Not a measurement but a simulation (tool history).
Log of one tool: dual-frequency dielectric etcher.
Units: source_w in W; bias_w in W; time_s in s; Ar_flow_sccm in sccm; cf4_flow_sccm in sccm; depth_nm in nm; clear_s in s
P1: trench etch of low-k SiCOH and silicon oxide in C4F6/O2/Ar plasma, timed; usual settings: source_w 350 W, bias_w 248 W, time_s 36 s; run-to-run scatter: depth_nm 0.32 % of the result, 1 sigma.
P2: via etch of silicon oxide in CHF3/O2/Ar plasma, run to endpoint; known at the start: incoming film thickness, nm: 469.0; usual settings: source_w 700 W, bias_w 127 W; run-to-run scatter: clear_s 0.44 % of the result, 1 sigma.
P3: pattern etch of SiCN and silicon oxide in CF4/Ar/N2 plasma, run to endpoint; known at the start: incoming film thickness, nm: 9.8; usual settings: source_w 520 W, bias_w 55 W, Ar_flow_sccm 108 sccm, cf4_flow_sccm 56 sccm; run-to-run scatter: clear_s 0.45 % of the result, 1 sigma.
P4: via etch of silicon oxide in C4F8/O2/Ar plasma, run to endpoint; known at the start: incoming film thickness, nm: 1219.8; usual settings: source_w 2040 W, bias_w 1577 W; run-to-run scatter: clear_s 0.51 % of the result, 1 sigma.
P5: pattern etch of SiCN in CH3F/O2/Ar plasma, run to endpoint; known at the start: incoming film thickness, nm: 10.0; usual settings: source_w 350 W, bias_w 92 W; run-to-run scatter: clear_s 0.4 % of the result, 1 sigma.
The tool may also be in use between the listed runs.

run   hour  process  source_w  bias_w  time_s  Ar_flow_sccm  cf4_flow_sccm  hours since the last wet clean  hours since the last source power generator calibration  hours since the last bias power generator calibration  depth_nm  clear_s
  1    7.0       P1       350     248      36                                                        253.8                                                   3107.1                                                  929.6   125.120
  2   17.6       P3       660      55                   108             56                           264.4                                                   3117.7                                                  940.2              9.388
  3   28.1       P1       350     248      36                                                        274.9                                                   3128.2                                                  950.7   124.540
  4   33.0       P4      2790    1577                                                                279.8                                                   3133.1                                                  955.6            219.510
  5   38.7       P4      2040    1577                                                                285.5                                                   3138.8                                                  961.3            251.290
  6   47.1       P1       350     248      36                                                        293.9                                                   3147.2                                                  969.7   125.480
  7   53.2       P1       350     153      36                                                        300.0                                                   3153.3                                                  975.8   106.870
  8   59.9       P3       520      35                   108             56                           306.7                                                   3160.0                                                  982.5             13.403
  9   71.1       P1       450     328      36                                                        317.9                                                   3171.2                                                  993.7   152.090
 10   78.3       P2       700     160                                                                325.1                                                   3178.4                                                 1000.9            218.580
 11   83.6       P5       350      92                                                                330.4                                                   3183.7                                                 1006.2             24.982
 12   92.5       P3       520      55                   108             71                           339.3                                                   3192.6                                                 1015.1             11.115
 13  100.7       P4      2040    1577                                                                347.5                                                   3200.8                                                 1023.3            251.640
 14  109.3       P5       350      56                                                                356.1                                                   3209.4                                                 1031.9             29.993
 15  118.0       P1       350     248      36                                                        364.8                                                   3218.1                                                 1040.6   124.750
 16  127.2       P3       520      55                   108             56                           374.0                                                   3227.3                                                 1049.8             11.582
 17  133.8       P4      2040     999                                                                380.6                                                   3233.9                                                 1056.4            280.270
 18  140.8       P1       350     248      53                                                        387.6                                                   3240.9                                                 1063.4   184.410
 19  145.8       P3       520      55                   141             56                           392.6                                                   3245.9                                                 1068.4             12.141
 20  155.1       P1       350     248      28                                                        401.9                                                   3255.2                                                 1077.7    97.786
 21  165.1       P1       460     248      36                                                        411.9                                                   3265.2                                                 1087.7   138.410
 22  171.8       P2       700     127                                                                418.6                                                   3271.9                                                 1094.4            238.170
 23  181.8       P1       260     248      26                                                        428.6                                                   3281.9                                                 1104.4    80.748
 24  190.7       P1       280     248      36                                                        437.5                                                   3290.8                                                 1113.3   114.940
 25  201.0       P3       520      55                   108             56                           447.8                                                   3301.1                                                 1123.6             11.557
 26  211.7       P5       440      92                                                                458.5                                                   3311.8                                                 1134.3             23.019
 27  221.8       P2       700     127                                                                468.6                                                   3321.9                                                 1144.4            238.090
 28  227.7       P1       410     248      26                                                        474.5                                                   3327.8                                                 1150.3    96.648
 29  233.3       P1       350     330      36                                                        480.1                                                   3333.4                                                 1155.9   137.950
 30  242.0       P2       440     127                                                                488.8                                                   3342.1                                                 1164.6            286.980
 31  251.2       P1       350     248      36                                                        498.0                                                   3351.3                                                 1173.8   125.390
 32  259.4       P1       350     248      36                                                        506.2                                                   3359.5                                                 1182.0   124.610
 33  267.5       P1       350     248      36                                                        514.3                                                   3367.6                                                 1190.1   124.350
 34  276.6       P1       350     248      36                                                        523.4                                                   3376.7                                                 1199.2   123.070
     282.2  -- wet clean of the chamber
 35  283.4       P1       350     248      36                                                          1.3                                                   3383.5                                                 1206.0   123.960
 36  293.0       P1       350     248      36                                                         10.9                                                   3393.1                                                 1215.6   122.990
 37  303.2       P1       350     248      36                                                         21.1                                                   3403.3                                                 1225.8   123.750

What P1 gives has crept away from where it was. These 2 causes fit the log equally well, each at the size given:
A: bias power that arrives under what is set, % = 4.68
B: source power that arrives under what is set, % = 4.17
The creep began at about hour 251.2.
Why every other cause is out:
chamber walls in a state that lowers the etch rate, %: serviced at hour 282.2, which brought nothing back

4 check runs are offered, each on 3 wafers whose results are averaged, their results left as question marks. Which one tells the causes apart?
check 1  313.4       P2       700     127                                                                                                                                                                                                       ?
check 2  313.4       P5       350      92                                                                                                                                                                                                       ?
check 3  313.4       P4      2040    1577                                                                                                                                                                                                       ?
check 4  313.4       P3       520      55                   108             56                                                                                                                                                                  ?

What each check would give under each cause:
  check   result     if A     if B
check 1  clear_s  241.460  241.950
check 2  clear_s   25.538   25.484
check 3  clear_s  253.180  254.290
check 4  clear_s   11.763   12.024
How far apart the two closest causes lie, in the result that separates them most: check 1 0.2 %; check 2 0.21 %; check 3 0.44 %; check 4 2.2 %
Only check 4 tells the causes apart: in the others they would give nearly the same result.

Check 4 was then run and gave: clear_s 11.753 s. Which cause is it?

It is A: bias power that arrives under what is set, %.

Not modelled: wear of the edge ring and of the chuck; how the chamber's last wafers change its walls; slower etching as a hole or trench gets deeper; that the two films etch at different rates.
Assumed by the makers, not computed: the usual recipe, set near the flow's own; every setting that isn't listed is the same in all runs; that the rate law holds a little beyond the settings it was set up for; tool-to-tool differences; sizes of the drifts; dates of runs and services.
